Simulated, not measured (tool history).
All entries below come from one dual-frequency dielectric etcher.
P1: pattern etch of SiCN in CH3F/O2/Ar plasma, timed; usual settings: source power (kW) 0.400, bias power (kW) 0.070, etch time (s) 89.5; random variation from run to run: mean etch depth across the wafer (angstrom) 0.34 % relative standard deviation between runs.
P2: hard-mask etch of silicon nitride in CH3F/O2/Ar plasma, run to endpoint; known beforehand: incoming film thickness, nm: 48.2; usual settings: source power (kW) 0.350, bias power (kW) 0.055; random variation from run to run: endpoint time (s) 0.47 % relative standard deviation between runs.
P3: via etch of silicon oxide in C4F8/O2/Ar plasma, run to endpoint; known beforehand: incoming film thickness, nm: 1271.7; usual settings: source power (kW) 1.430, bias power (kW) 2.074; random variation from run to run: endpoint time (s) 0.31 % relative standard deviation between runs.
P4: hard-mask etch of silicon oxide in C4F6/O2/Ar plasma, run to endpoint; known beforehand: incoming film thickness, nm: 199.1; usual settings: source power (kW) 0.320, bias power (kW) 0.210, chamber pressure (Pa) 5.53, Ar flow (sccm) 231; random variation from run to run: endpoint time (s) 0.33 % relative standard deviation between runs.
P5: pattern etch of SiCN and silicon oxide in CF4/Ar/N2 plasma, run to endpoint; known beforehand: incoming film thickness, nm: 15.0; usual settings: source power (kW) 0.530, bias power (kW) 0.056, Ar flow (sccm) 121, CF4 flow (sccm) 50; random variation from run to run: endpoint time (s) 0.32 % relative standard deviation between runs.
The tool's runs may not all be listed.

| run | hour | process that ran | source power (kW) | bias power (kW) | etch time (s) | chamber pressure (Pa) | Ar flow (sccm) | CF4 flow (sccm) | mean etch depth across the wafer (angstrom) | endpoint time (s) |
|---|---|---|---|---|---|---|---|---|---|---|
| 1 | 6.5 | P1 | 0.400 | 0.070 | 89.5 |  |  |  | 343.30 |  |
| 2 | 10.4 | P4 | 0.320 | 0.169 |  | 5.53 | 231 |  |  | 69.785 |
| 3 | 16.8 | P1 | 0.400 | 0.070 | 53.5 |  |  |  | 205.74 |  |
| 4 | 20.8 | P1 | 0.400 | 0.070 | 122.0 |  |  |  | 468.86 |  |
| 5 | 27.3 | P4 | 0.320 | 0.210 |  | 7.80 | 231 |  |  | 68.117 |
| 6 | 31.9 | P2 | 0.350 | 0.078 |  |  |  |  |  | 70.913 |
| 7 | 36.7 | P3 | 1.430 | 2.074 |  |  |  |  |  | 284.130 |
| 8 | 42.9 | P1 | 0.400 | 0.070 | 89.5 |  |  |  | 343.30 |  |
| 9 | 48.7 | P4 | 0.210 | 0.210 |  | 5.53 | 231 |  |  | 76.626 |
| 10 | 52.4 | P1 | 0.400 | 0.070 | 89.5 |  |  |  | 345.79 |  |
| 11 | 58.1 | P3 | 1.430 | 1.243 |  |  |  |  |  | 328.920 |
| 12 | 65.1 | P1 | 0.400 | 0.050 | 89.5 |  |  |  | 307.08 |  |
| 13 | 69.1 | P2 | 0.200 | 0.055 |  |  |  |  |  | 98.908 |
| 14 | 73.5 | P1 | 0.290 | 0.070 | 89.5 |  |  |  | 302.87 |  |
| 15 | 79.6 | P2 | 0.350 | 0.055 |  |  |  |  |  | 79.994 |
| 16 | 83.0 | P1 | 0.540 | 0.070 | 120.0 |  |  |  | 517.20 |  |
| 17 | 89.8 | P3 | 1.030 | 2.074 |  |  |  |  |  | 323.030 |
| 18 | 97.3 | P5 | 0.530 | 0.056 |  |  | 150 | 50 |  | 18.498 |
| 19 | 102.5 | P5 | 0.530 | 0.056 |  |  | 121 | 50 |  | 17.850 |
| 20 | 107.8 | P4 | 0.320 | 0.210 |  | 5.53 | 231 |  |  | 64.747 |
| 21 | 113.9 | P4 | 0.320 | 0.210 |  | 5.53 | 289 |  |  | 66.637 |
| 22 | 121.4 | P5 | 0.530 | 0.056 |  |  | 121 | 70 |  | 16.845 |
| 23 | 125.6 | P1 | 0.400 | 0.098 | 89.5 |  |  |  | 388.69 |  |
| 24 | 130.3 | P1 | 0.400 | 0.070 | 89.5 |  |  |  | 344.32 |  |
| 25 | 134.6 | P5 | 0.380 | 0.056 |  |  | 121 | 50 |  | 23.788 |
|  | 137.5 | wet clean of the chamber |
| 26 | 140.4 | P1 | 0.270 | 0.041 | 89.5 |  |  |  | 247.93 |  |
| 27 | 147.0 | P1 | 0.480 | 0.070 | 89.5 |  |  |  | 368.73 |  |
| 28 | 154.1 | P5 | 0.530 | 0.079 |  |  | 121 | 50 |  | 15.826 |
| 29 | 158.6 | P1 | 0.400 | 0.070 | 89.5 |  |  |  | 343.65 |  |
| 30 | 162.5 | P1 | 0.400 | 0.070 | 89.5 |  |  |  | 343.15 |  |
| 31 | 167.8 | P1 | 0.400 | 0.070 | 89.5 |  |  |  | 341.08 |  |
|  | 171.5 | wet clean of the chamber |
| 32 | 174.1 | P1 | 0.400 | 0.070 | 89.5 |  |  |  | 338.78 |  |
| 33 | 181.6 | P1 | 0.400 | 0.070 | 89.5 |  |  |  | 337.98 |  |
| 34 | 185.1 | P1 | 0.400 | 0.070 | 89.5 |  |  |  | 340.44 |  |
| 35 | 188.8 | P1 | 0.400 | 0.070 | 89.5 |  |  |  | 339.81 |  |

What P1 gives has crept away from where it was. These 2 causes fit the log equally well, each at the size given:
A: bias power that arrives under what is set, % = 4.73
B: source power that arrives under what is set, % = 4.39
The process output started creeping at around hour 158.6.
All other causes, with the reason each is excluded:
chamber walls in a state that lowers the etch rate, %: its service at hour 171.5 followed the start of the drift and did not put the process back to its old value

Of the 4 check runs below, each run on 2 wafers with the results averaged and each result still a question mark, which one would tell the listed causes apart?
| check 1 | 192.5 | P3 | 1.190 | 1.295 |  |  |  |  |  | ? |
| check 2 | 192.5 | P5 | 0.530 | 0.078 |  |  | 121 | 50 |  | ? |
| check 3 | 192.5 | P2 | 0.210 | 0.077 |  |  |  |  |  | ? |
| check 4 | 192.5 | P4 | 0.210 | 0.210 |  | 7.07 | 231 |  |  | ? |

What each check would give under each cause:
| check | result | if A | if B |
|---|---|---|---|
| check 1 | endpoint time (s) | 354.670 | 356.520 |
| check 2 | endpoint time (s) | 16.129 | 16.477 |
| check 3 | endpoint time (s) | 87.654 | 87.580 |
| check 4 | endpoint time (s) | 80.000 | 80.052 |
Distance between the nearest two causes, measured in the result of the check that separates them most: check 1 0.52 %; check 2 2.14 %; check 3 0.08 %; check 4 0.07 %
The other checks would show nearly matching results whichever cause is true, so check 2 is the only one that separates the causes.

With check 2 done, the readings were: endpoint time (s) 16.488. Identify which of the listed causes applies.

It is B: source power that arrives under what is set, %.
